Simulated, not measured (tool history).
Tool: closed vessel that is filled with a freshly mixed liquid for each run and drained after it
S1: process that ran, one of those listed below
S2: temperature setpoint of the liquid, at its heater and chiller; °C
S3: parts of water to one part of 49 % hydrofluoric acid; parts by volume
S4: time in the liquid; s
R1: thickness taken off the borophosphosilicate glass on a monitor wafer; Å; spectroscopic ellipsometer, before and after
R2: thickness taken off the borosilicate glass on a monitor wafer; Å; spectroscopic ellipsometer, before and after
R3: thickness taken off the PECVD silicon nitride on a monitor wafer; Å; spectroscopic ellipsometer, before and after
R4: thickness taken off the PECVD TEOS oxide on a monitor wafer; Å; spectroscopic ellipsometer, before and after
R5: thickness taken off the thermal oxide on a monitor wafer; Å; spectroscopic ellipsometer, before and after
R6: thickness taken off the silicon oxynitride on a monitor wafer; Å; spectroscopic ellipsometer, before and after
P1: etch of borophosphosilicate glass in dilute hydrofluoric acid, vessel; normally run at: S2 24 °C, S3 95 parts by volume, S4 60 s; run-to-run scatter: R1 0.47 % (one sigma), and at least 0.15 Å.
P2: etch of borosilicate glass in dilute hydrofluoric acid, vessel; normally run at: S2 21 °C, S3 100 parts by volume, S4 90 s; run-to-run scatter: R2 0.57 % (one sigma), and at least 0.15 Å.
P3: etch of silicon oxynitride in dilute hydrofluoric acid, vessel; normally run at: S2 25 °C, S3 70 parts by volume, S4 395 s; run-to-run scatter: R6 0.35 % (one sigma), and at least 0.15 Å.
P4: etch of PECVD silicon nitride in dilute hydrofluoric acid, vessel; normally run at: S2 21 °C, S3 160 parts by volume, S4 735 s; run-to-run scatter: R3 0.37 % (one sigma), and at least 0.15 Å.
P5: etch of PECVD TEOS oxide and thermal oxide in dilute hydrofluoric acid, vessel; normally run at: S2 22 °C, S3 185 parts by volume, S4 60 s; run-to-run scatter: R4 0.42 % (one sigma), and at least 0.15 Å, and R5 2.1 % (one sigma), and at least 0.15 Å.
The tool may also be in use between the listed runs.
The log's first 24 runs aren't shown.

run	hour	S1	S2	S3	S4	R1	R2	R3	R4	R5	R6
25	133.5	P1	24	95	120	726.36					
26	138.6	P3	25	120	395						64.579
27	143.5	P1	18.5	95	60	292.2					
28	148.9	P4	21	160	1415			239.76			
29	154.9	P5	22	185	60				59.398	12.69	
30	160	P5	22	185	60				58.967	12.627	
31	163.8	P1	24	95	60	362.25					
32	170.1	P1	24	95	60	360.94					
33	174.9	P1	24	95	60	352.94					
34	181.2	P1	24	95	60	344.59					

Run 35 comes next. What will it give?
35	187.3	P1	24	95	60	?					

Run 35 gave R1 338.94 Å.
